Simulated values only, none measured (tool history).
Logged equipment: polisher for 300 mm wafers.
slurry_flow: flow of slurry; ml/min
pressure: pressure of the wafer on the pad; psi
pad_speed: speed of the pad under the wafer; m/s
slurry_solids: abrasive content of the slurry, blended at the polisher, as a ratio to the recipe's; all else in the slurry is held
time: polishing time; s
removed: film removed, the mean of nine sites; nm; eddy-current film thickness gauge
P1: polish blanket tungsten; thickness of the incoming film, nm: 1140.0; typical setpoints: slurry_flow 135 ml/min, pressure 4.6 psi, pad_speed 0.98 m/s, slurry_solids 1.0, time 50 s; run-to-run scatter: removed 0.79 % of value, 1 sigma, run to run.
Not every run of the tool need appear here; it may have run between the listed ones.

run   hour  slurry_flow  pressure  pad_speed  slurry_solids  time  wafers polished on this pad  hours since the slurry nozzle was cleaned  hours since the head pressure was calibrated  hours since the slurry blender was calibrated  hours since the slurry got fresh peroxide  removed
  1   14.1          135       4.6       0.98            1.0    50                          472                                      233.4                                         516.3                                           35.9                                       60.3   322.55
  2   27.2           80       4.6       0.98            1.0    50                          568                                      246.5                                         529.4                                           49.0                                       73.4   286.19
  3   42.8          135       4.6       0.98            1.0    50                          682                                      262.1                                         545.0                                           64.6                                       89.0   324.13
  4   57.4          135       4.6       0.98            1.0    50                          789                                      276.7                                         559.6                                           79.2                                      103.6   324.90
  5   68.3          135       4.6       0.98            0.5    50                          869                                      287.6                                         570.5                                           90.1                                      114.5   279.31
  6   83.7          135       4.6       0.98            1.0    50                          981                                      303.0                                         585.9                                          105.5                                      129.9   325.51
  7   91.2          135       2.6       1.52            1.0    50                         1036                                      310.5                                         593.4                                          113.0                                      137.4   281.90
  8  104.8          135       4.6       0.48            1.0    50                         1136                                      324.1                                         607.0                                          126.6                                      151.0   158.11
  9  114.9          135       4.6       0.98            1.0    50                         1210                                      334.2                                         617.1                                          136.7                                      161.1   323.81
 10  124.8          135       4.6       1.46            1.0    50                         1282                                      344.1                                         627.0                                          146.6                                      171.0   483.80
 11  135.9          135       2.6       0.98            1.0    50                         1363                                      355.2                                         638.1                                          157.7                                      182.1   182.54
 12  149.7          135       4.6       0.98            1.4    50                         1464                                      369.0                                         651.9                                          171.5                                      195.9   347.52
 13  160.0          135       4.6       0.98            1.0    50                         1539                                      379.3                                         662.2                                          181.8                                      206.2   324.40
 14  172.6          135       4.6       0.98            1.0    80                         1632                                      391.9                                         674.8                                          194.4                                      218.8   518.58
 15  182.5          135       4.6       0.98            1.0    50                         1704                                      401.8                                         684.7                                          204.3                                      228.7   320.97
 16  196.2          210       4.6       0.98            1.0    50                         1804                                      415.5                                         698.4                                          218.0                                      242.4   350.16

Forecast run 17:
 17  205.3          135       4.6       0.98            1.0    22                         1871                                      424.6                                         707.5                                          227.1                                      251.5        ?

removed: 143.73 nm
